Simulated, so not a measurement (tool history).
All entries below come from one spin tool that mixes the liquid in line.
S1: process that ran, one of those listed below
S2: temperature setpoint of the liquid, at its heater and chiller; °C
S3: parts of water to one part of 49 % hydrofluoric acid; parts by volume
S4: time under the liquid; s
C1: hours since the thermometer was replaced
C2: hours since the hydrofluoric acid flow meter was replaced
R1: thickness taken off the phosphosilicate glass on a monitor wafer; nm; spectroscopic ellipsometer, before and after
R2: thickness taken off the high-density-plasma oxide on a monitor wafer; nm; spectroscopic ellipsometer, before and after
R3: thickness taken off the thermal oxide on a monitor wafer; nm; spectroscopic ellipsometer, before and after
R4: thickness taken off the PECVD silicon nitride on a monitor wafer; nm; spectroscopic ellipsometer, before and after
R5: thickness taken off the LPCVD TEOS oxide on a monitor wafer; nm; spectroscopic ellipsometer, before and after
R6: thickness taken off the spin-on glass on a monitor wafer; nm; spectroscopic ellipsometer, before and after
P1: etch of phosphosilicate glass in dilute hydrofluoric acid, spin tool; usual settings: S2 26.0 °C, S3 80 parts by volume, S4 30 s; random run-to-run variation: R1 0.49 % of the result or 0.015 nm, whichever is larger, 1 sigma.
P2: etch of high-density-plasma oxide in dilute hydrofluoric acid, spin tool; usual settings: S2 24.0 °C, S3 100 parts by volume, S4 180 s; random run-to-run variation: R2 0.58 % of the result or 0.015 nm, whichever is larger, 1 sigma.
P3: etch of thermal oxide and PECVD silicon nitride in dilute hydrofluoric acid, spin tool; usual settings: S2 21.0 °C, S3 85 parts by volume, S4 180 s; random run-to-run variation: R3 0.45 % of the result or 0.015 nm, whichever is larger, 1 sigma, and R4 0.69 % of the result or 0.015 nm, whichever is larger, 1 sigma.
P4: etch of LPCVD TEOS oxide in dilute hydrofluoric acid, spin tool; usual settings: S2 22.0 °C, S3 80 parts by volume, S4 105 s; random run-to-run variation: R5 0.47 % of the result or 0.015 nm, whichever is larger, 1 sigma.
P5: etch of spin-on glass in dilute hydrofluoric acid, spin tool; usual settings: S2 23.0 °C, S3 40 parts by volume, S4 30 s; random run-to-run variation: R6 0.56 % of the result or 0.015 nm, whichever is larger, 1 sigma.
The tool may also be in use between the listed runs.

run 1 day=0.454 | S1=P1 S2=26.0 S3=80 S4=30 | C1=218.8 C2=469.4 | R1=88.086
run 2 day=1.050 | S1=P2 S2=24.0 S3=155 S4=180 | C1=233.1 C2=483.7 | R2=5.60270
run 3 day=1.708 | S1=P3 S2=21.0 S3=85 S4=70 | C1=248.9 C2=499.5 | R3=3.5834 R4=1.2073
run 4 day=2.042 | S1=P1 S2=22.0 S3=80 S4=30 | C1=256.9 C2=507.5 | R1=75.317
run 5 day=2.571 | S1=P1 S2=26.0 S3=80 S4=30 | C1=269.6 C2=520.2 | R1=88.855
run 6 day=2.883 | S1=P2 S2=24.0 S3=100 S4=180 | C1=277.1 C2=527.7 | R2=9.31640
run 7 day=3.496 | S1=P1 S2=26.0 S3=80 S4=30 | C1=291.8 C2=542.4 | R1=89.355
run 8 day=4.158 | S1=P1 S2=26.0 S3=115 S4=30 | C1=307.7 C2=558.3 | R1=59.213
run 9 day=4.775 | S1=P4 S2=22.0 S3=80 S4=160 | C1=322.5 C2=573.1 | R5=45.285
run 10 day=5.258 | S1=P3 S2=28.5 S3=85 S4=180 | C1=334.1 C2=584.7 | R3=12.3260 R4=5.1200
run 11 day=5.975 | S1=P1 S2=26.0 S3=30 S4=15 | C1=351.3 C2=601.9 | R1=126.000
run 12 day=6.304 | S1=P2 S2=24.0 S3=100 S4=15 | C1=359.2 C2=609.8 | R2=0.78811
run 13 day=6.758 | S1=P5 S2=23.0 S3=40 S4=30 | C1=370.1 C2=620.7 | R6=23.776
run 14 day=7.121 | S1=P1 S2=26.0 S3=80 S4=30 | C1=378.8 C2=629.4 | R1=88.148
run 15 day=7.562 | S1=P3 S2=21.0 S3=85 S4=180 | C1=389.4 C2=640.0 | R3=9.2030 R4=3.0829
run 16 day=8.171 | S1=P1 S2=26.0 S3=80 S4=30 | C1=404.0 C2=654.6 | R1=88.575
run 17 day=8.871 | S1=P5 S2=23.0 S3=40 S4=15 | C1=420.8 C2=671.4 | R6=11.930
run 18 day=9.546 | S1=P5 S2=29.0 S3=40 S4=30 | C1=437.0 C2=687.6 | R6=30.146
run 19 day=9.883 | S1=P1 S2=18.5 S3=80 S4=15 | C1=445.1 C2=695.7 | R1=32.610
run 20 day=10.588 | S1=P4 S2=22.0 S3=80 S4=105 | C1=462.0 C2=712.6 | R5=29.565
run 21 day=11.062 | S1=P1 S2=26.0 S3=45 S4=45 | C1=473.4 C2=724.0 | R1=248.620
run 22 day=11.462 | S1=P4 S2=22.0 S3=125 S4=105 | C1=483.0 C2=733.6 | R5=18.081
run 23 day=11.779 | S1=P3 S2=21.0 S3=85 S4=180 | C1=490.6 C2=741.2 | R3=9.2600 R4=3.0715
run 24 day=12.417 | S1=P1 S2=26.0 S3=50 S4=30 | C1=505.9 C2=756.5 | R1=147.080
-- day=12.612 thermometer replaced
run 25 day=12.838 | S1=P1 S2=31.5 S3=80 S4=30 | C1=5.5 C2=766.6 | R1=109.010
run 26 day=13.192 | S1=P4 S2=28.5 S3=80 S4=105 | C1=14.0 C2=775.1 | R5=38.928
run 27 day=13.696 | S1=P1 S2=26.0 S3=80 S4=55 | C1=26.1 C2=787.2 | R1=161.840
run 28 day=14.408 | S1=P2 S2=30.0 S3=100 S4=180 | C1=43.2 C2=804.3 | R2=11.79800
run 29 day=14.975 | S1=P1 S2=26.0 S3=80 S4=30 | C1=56.8 C2=817.9 | R1=88.178
run 30 day=15.683 | S1=P3 S2=21.0 S3=145 S4=180 | C1=73.8 C2=834.9 | R3=5.0648 R4=1.8261
run 31 day=16.100 | S1=P1 S2=26.0 S3=80 S4=30 | C1=83.8 C2=844.9 | R1=88.328
run 32 day=16.767 | S1=P5 S2=23.0 S3=70 S4=30 | C1=99.8 C2=860.9 | R6=13.176
run 33 day=17.321 | S1=P1 S2=26.0 S3=80 S4=15 | C1=113.1 C2=874.2 | R1=43.894
run 34 day=17.962 | S1=P1 S2=26.0 S3=80 S4=30 | C1=128.5 C2=889.6 | R1=87.761
run 35 day=18.417 | S1=P1 S2=26.0 S3=80 S4=30 | C1=139.4 C2=900.5 | R1=84.596
run 36 day=18.742 | S1=P1 S2=26.0 S3=80 S4=30 | C1=147.2 C2=908.3 | R1=84.371
run 37 day=19.204 | S1=P1 S2=26.0 S3=80 S4=30 | C1=158.3 C2=919.4 | R1=83.237
run 38 day=19.692 | S1=P1 S2=26.0 S3=80 S4=30 | C1=170.0 C2=931.1 | R1=82.443
run 39 day=20.238 | S1=P1 S2=26.0 S3=80 S4=30 | C1=183.1 C2=944.2 | R1=82.122
run 40 day=20.562 | S1=P1 S2=26.0 S3=80 S4=30 | C1=190.9 C2=952.0 | R1=81.758

Forecast run 41:
run 41 day=21.025 | S1=P1 S2=26.0 S3=80 S4=30 | C1=202.0 C2=963.1 | R1=?

Run 41 yielded R1 82.305 nm.
